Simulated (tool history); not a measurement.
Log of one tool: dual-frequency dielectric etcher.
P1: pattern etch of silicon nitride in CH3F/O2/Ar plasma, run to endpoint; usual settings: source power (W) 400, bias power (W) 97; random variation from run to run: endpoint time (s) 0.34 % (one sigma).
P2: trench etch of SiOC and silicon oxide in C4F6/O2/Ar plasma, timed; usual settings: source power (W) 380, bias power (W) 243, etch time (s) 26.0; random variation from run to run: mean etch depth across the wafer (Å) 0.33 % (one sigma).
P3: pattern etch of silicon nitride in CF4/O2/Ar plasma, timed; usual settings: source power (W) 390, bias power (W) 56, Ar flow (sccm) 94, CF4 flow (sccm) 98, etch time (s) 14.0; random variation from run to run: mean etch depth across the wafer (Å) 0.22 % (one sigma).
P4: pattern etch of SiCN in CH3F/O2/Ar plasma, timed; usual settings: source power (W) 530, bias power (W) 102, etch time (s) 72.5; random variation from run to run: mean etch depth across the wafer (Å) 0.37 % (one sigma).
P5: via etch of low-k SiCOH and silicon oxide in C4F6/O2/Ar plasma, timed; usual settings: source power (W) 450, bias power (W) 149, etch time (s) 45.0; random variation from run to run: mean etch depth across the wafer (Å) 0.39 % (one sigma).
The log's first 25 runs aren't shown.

| run | hour | process that ran | source power (W) | bias power (W) | etch time (s) | Ar flow (sccm) | CF4 flow (sccm) | endpoint time (s) | mean etch depth across the wafer (Å) |
|---|---|---|---|---|---|---|---|---|---|
| 26 | 209.9 | P1 | 480 | 114 |  |  |  | 54.845 |  |
| 27 | 218.6 | P5 | 450 | 100 | 45.0 |  |  |  | 1063.70 |
| 28 | 225.2 | P3 | 390 | 33 | 14.0 | 94 | 98 |  | 180.01 |
| 29 | 235.8 | P5 | 310 | 149 | 45.0 |  |  |  | 1030.00 |
| 30 | 244.1 | P1 | 490 | 97 |  |  |  | 57.772 |  |
| 31 | 250.9 | P3 | 390 | 56 | 14.0 | 94 | 120 |  | 222.13 |
| 32 | 258.9 | P3 | 390 | 56 | 8.0 | 94 | 98 |  | 124.61 |
| 33 | 264.4 | P4 | 340 | 102 | 72.5 |  |  |  | 305.63 |

The next listed run, before its measurement:
| 34 | 274.5 | P1 | 400 | 97 |  |  |  | ? |  |

Run 34 gave endpoint time (s) 62.248.

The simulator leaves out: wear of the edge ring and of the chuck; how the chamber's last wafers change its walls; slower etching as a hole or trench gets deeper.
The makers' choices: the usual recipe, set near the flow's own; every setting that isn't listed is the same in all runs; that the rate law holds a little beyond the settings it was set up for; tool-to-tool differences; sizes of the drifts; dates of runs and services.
